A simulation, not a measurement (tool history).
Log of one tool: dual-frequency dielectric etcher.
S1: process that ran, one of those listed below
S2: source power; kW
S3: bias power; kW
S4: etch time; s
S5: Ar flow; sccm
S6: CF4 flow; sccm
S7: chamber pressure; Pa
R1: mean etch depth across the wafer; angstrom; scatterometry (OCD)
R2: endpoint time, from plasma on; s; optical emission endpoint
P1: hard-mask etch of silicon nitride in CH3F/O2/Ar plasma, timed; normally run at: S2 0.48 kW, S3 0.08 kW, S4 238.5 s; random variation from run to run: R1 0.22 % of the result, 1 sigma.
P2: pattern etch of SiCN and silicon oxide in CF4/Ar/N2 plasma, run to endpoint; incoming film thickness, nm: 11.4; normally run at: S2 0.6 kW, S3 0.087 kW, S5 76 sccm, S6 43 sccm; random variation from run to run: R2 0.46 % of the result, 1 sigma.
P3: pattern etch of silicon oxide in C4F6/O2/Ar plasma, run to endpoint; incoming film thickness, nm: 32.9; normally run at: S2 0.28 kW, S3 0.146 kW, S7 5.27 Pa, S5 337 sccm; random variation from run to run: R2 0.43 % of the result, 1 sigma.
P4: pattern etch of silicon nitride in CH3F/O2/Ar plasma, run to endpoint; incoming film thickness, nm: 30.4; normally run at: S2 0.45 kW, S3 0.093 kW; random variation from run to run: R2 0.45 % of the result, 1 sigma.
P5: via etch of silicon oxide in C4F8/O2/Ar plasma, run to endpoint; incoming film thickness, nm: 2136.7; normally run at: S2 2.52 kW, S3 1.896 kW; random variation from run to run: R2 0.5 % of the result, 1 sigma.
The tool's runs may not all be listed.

run 1 hour=10.4 | S1=P1 S2=0.48 S3=0.08 S4=238.5 | R1=1829.2
run 2 hour=17.6 | S1=P1 S2=0.48 S3=0.096 S4=238.5 | R1=1956.1
run 3 hour=24.8 | S1=P1 S2=0.63 S3=0.052 S4=238.5 | R1=1765.7
run 4 hour=31.1 | S1=P2 S2=0.6 S3=0.087 S5=46 S6=43 | R2=9.1028
run 5 hour=37 | S1=P2 S2=0.37 S3=0.087 S5=76 S6=43 | R2=14.943
run 6 hour=46.6 | S1=P1 S2=0.48 S3=0.08 S4=341.5 | R1=2628.3
run 7 hour=54.2 | S1=P3 S2=0.28 S3=0.146 S5=337 S7=7.07 | R2=14.694
run 8 hour=63.8 | S1=P1 S2=0.48 S3=0.08 S4=238.5 | R1=1834.9
run 9 hour=72.7 | S1=P1 S2=0.48 S3=0.08 S4=238.5 | R1=1830.5
run 10 hour=79.8 | S1=P5 S2=2.52 S3=1.896 | R2=401.43
run 11 hour=85 | S1=P2 S2=0.6 S3=0.051 S5=76 S6=43 | R2=11.849
run 12 hour=92.9 | S1=P2 S2=0.6 S3=0.087 S5=76 S6=32 | R2=10.324
run 13 hour=100.5 | S1=P3 S2=0.28 S3=0.146 S5=470 S7=5.27 | R2=14.834
run 14 hour=106.9 | S1=P3 S2=0.28 S3=0.146 S5=337 S7=5.27 | R2=14.365
run 15 hour=114.4 | S1=P5 S2=2.52 S3=1.263 | R2=450.69
run 16 hour=123.5 | S1=P3 S2=0.19 S3=0.146 S5=337 S7=5.27 | R2=16.612
run 17 hour=131 | S1=P4 S2=0.28 S3=0.093 | R2=47.69
run 18 hour=138.5 | S1=P1 S2=0.48 S3=0.08 S4=180.5 | R1=1389.7
run 19 hour=144.3 | S1=P1 S2=0.65 S3=0.08 S4=238.5 | R1=2057.8
run 20 hour=153.4 | S1=P4 S2=0.45 S3=0.093 | R2=39.739
run 21 hour=163.8 | S1=P1 S2=0.38 S3=0.051 S4=238.5 | R1=1443.5
run 22 hour=171.5 | S1=P2 S2=0.6 S3=0.087 S5=76 S6=43 | R2=9.7688
run 23 hour=176.8 | S1=P5 S2=2.52 S3=1.896 | R2=402.28
run 24 hour=182.9 | S1=P1 S2=0.48 S3=0.08 S4=238.5 | R1=1829.8
run 25 hour=189.8 | S1=P5 S2=1.78 S3=1.896 | R2=465.34

Forecast run 26:
run 26 hour=200.3 | S1=P1 S2=0.48 S3=0.051 S4=238.5 | R1=?

Run 26 gave R1 1579.2 angstrom.
